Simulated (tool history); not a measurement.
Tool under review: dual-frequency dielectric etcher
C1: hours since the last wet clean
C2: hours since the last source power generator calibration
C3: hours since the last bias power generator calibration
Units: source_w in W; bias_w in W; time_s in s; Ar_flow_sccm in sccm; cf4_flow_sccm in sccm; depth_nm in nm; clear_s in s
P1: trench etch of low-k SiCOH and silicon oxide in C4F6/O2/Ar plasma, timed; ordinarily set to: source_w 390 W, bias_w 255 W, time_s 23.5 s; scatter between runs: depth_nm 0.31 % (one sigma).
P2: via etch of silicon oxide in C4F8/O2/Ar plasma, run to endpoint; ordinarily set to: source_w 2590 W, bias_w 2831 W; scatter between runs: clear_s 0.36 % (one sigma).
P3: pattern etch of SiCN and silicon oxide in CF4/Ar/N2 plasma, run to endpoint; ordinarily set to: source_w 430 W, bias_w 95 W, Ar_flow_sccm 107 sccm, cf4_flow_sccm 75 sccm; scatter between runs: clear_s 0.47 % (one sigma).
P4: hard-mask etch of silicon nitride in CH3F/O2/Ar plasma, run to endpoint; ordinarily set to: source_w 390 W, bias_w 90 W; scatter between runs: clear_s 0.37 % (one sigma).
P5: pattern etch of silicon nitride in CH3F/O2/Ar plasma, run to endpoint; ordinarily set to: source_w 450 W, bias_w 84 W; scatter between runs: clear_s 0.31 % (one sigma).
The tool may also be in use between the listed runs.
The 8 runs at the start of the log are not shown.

{"run": 9, "hour": 119.0, "process": "P1", "source_w": 390, "bias_w": 255, "time_s": 23.5, "C1": 353.0, "C2": 3011.3, "C3": 2570.0, "depth_nm": 78.976}
{"run": 10, "hour": 135.4, "process": "P1", "source_w": 390, "bias_w": 255, "time_s": 23.5, "C1": 369.4, "C2": 3027.7, "C3": 2586.4, "depth_nm": 78.896}
{"run": 11, "hour": 153.8, "process": "P5", "source_w": 450, "bias_w": 84, "C1": 387.8, "C2": 3046.1, "C3": 2604.8, "clear_s": 43.197}
{"run": 12, "hour": 169.0, "process": "P5", "source_w": 450, "bias_w": 112, "C1": 403.0, "C2": 3061.3, "C3": 2620.0, "clear_s": 38.684}
{"run": 13, "hour": 187.7, "process": "P3", "source_w": 430, "bias_w": 95, "Ar_flow_sccm": 75, "cf4_flow_sccm": 75, "C1": 421.7, "C2": 3080.0, "C3": 2638.7, "clear_s": 10.127}
{"run": 14, "hour": 200.1, "process": "P2", "source_w": 2590, "bias_w": 3677, "C1": 434.1, "C2": 3092.4, "C3": 2651.1, "clear_s": 115.31}
{"run": 15, "hour": 209.3, "process": "P1", "source_w": 390, "bias_w": 255, "time_s": 23.5, "C1": 443.3, "C2": 3101.6, "C3": 2660.3, "depth_nm": 79.266}
{"run": 16, "hour": 220.1, "process": "P1", "source_w": 390, "bias_w": 303, "time_s": 23.5, "C1": 454.1, "C2": 3112.4, "C3": 2671.1, "depth_nm": 84.538}
{"run": 17, "hour": 237.7, "process": "P2", "source_w": 1800, "bias_w": 2831, "C1": 471.7, "C2": 3130.0, "C3": 2688.7, "clear_s": 144.58}
{"run": 18, "hour": 251.5, "process": "P3", "source_w": 430, "bias_w": 95, "Ar_flow_sccm": 107, "cf4_flow_sccm": 94, "C1": 485.5, "C2": 3143.8, "C3": 2702.5, "clear_s": 10.296}
{"run": 19, "hour": 269.9, "process": "P1", "source_w": 390, "bias_w": 203, "time_s": 16.0, "C1": 503.9, "C2": 3162.2, "C3": 2720.9, "depth_nm": 49.948}
{"run": 20, "hour": 288.2, "process": "P3", "source_w": 430, "bias_w": 71, "Ar_flow_sccm": 107, "cf4_flow_sccm": 75, "C1": 522.2, "C2": 3180.5, "C3": 2739.2, "clear_s": 11.856}
{"run": 21, "hour": 299.2, "process": "P3", "source_w": 430, "bias_w": 95, "Ar_flow_sccm": 107, "cf4_flow_sccm": 75, "C1": 533.2, "C2": 3191.5, "C3": 2750.2, "clear_s": 10.67}
{"run": 22, "hour": 307.6, "process": "P5", "source_w": 560, "bias_w": 84, "C1": 541.6, "C2": 3199.9, "C3": 2758.6, "clear_s": 39.789}
{"run": 23, "hour": 317.9, "process": "P3", "source_w": 340, "bias_w": 95, "Ar_flow_sccm": 107, "cf4_flow_sccm": 75, "C1": 551.9, "C2": 3210.2, "C3": 2768.9, "clear_s": 13.055}
{"run": 24, "hour": 330.2, "process": "P4", "source_w": 390, "bias_w": 90, "C1": 564.2, "C2": 3222.5, "C3": 2781.2, "clear_s": 76.94}

Predict the results of run 25:
{"run": 25, "hour": 343.1, "process": "P3", "source_w": 430, "bias_w": 95, "Ar_flow_sccm": 107, "cf4_flow_sccm": 75, "C1": 577.1, "C2": 3235.4, "C3": 2794.1, "clear_s": "?"}

clear_s: 10.677 s

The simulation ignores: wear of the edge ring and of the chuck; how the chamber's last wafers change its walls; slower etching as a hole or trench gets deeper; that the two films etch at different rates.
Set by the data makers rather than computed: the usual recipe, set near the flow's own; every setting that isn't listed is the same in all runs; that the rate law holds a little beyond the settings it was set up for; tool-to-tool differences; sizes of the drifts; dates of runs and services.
